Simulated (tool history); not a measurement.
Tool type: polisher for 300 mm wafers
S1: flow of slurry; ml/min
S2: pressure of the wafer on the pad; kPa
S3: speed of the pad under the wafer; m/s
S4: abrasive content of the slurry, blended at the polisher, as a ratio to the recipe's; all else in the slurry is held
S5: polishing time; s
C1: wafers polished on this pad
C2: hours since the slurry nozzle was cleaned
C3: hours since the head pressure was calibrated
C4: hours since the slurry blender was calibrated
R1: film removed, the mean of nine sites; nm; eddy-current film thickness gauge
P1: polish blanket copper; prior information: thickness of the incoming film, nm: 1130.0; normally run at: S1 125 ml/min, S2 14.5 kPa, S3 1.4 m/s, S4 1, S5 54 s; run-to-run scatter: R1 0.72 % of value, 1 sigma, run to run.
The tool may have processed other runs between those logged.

run 1 hour=11.4 | S1=125 S2=14.5 S3=1.4 S4=1 S5=54 | C1=1325 C2=328.5 C3=198.3 C4=107.2 | R1=162.74
run 2 hour=21.7 | S1=125 S2=14.5 S3=0.98 S4=1 S5=54 | C1=1480 C2=338.8 C3=208.6 C4=117.5 | R1=113.68
run 3 hour=30.8 | S1=125 S2=14.5 S3=1.4 S4=1 S5=54 | C1=1618 C2=347.9 C3=217.7 C4=126.6 | R1=162.16
run 4 hour=37.3 | S1=125 S2=14.5 S3=1.4 S4=1.4 S5=54 | C1=1716 C2=354.4 C3=224.2 C4=133.1 | R1=175.64
run 5 hour=48.8 | S1=125 S2=14.5 S3=1.4 S4=1 S5=54 | C1=1890 C2=365.9 C3=235.7 C4=144.6 | R1=163.53
run 6 hour=59.1 | S1=125 S2=14.5 S3=1.4 S4=0.75 S5=54 | C1=2045 C2=376.2 C3=246 C4=154.9 | R1=154.14
run 7 hour=65.2 | S1=125 S2=14.5 S3=1.4 S4=1 S5=40 | C1=2138 C2=382.3 C3=252.1 C4=161 | R1=122.1
run 8 hour=76.4 | S1=125 S2=14.5 S3=1.4 S4=1 S5=54 | C1=2307 C2=393.5 C3=263.3 C4=172.2 | R1=164.83
run 9 hour=83.9 | S1=125 S2=6.9 S3=1.4 S4=1 S5=54 | C1=2420 C2=401 C3=270.8 C4=179.7 | R1=78.054
run 10 hour=92.7 | S1=125 S2=14.5 S3=1.92 S4=1 S5=54 | C1=2553 C2=409.8 C3=279.6 C4=188.5 | R1=223.16
run 11 hour=105.9 | S1=75 S2=14.5 S3=1.4 S4=1 S5=54 | C1=2753 C2=423 C3=292.8 C4=201.7 | R1=143.63
run 12 hour=119.7 | S1=125 S2=22.1 S3=1.4 S4=1 S5=54 | C1=2961 C2=436.8 C3=306.6 C4=215.5 | R1=250
run 13 hour=127.8 | S1=125 S2=14.5 S3=1.4 S4=1 S5=72 | C1=3084 C2=444.9 C3=314.7 C4=223.6 | R1=218.57
run 14 hour=134.6 | S1=125 S2=14.5 S3=1.4 S4=1 S5=54 | C1=3186 C2=451.7 C3=321.5 C4=230.4 | R1=162.72
run 15 hour=140.7 | S1=125 S2=14.5 S3=1.4 S4=1 S5=54 | C1=3279 C2=457.8 C3=327.6 C4=236.5 | R1=163.96
run 16 hour=148.2 | S1=190 S2=14.5 S3=1.4 S4=1 S5=54 | C1=3392 C2=465.3 C3=335.1 C4=244 | R1=177.61
run 17 hour=155.2 | S1=80 S2=14.5 S3=1.78 S4=1 S5=54 | C1=3498 C2=472.3 C3=342.1 C4=251 | R1=185.99
run 18 hour=165.3 | S1=125 S2=14.5 S3=1.4 S4=1 S5=54 | C1=3650 C2=482.4 C3=352.2 C4=261.1 | R1=161.57
run 19 hour=176.9 | S1=125 S2=14.5 S3=1.4 S4=1 S5=54 | C1=3826 C2=494 C3=363.8 C4=272.7 | R1=158.47
run 20 hour=188.9 | S1=125 S2=14.5 S3=1.4 S4=1 S5=54 | C1=4007 C2=506 C3=375.8 C4=284.7 | R1=155.02
-- hour=202.7 worn pad replaced by a new one
run 21 hour=202.9 | S1=125 S2=14.5 S3=1.4 S4=1 S5=54 | C1=3 C2=520 C3=389.8 C4=298.7 | R1=151.98
-- hour=210.2 slurry blender recalibrated
run 22 hour=214.9 | S1=125 S2=14.5 S3=1.4 S4=1 S5=54 | C1=184 C2=532 C3=401.8 C4=4.7 | R1=151.22
run 23 hour=226.1 | S1=125 S2=14.5 S3=1.4 S4=1 S5=54 | C1=353 C2=543.2 C3=413 C4=15.9 | R1=149.83

Run 24 has not been measured yet. What should we expect?
run 24 hour=239.8 | S1=125 S2=14.5 S3=1.4 S4=1 S5=54 | C1=560 C2=556.9 C3=426.7 C4=29.6 | R1=?

{"run 24": {"R1": 147.63}}

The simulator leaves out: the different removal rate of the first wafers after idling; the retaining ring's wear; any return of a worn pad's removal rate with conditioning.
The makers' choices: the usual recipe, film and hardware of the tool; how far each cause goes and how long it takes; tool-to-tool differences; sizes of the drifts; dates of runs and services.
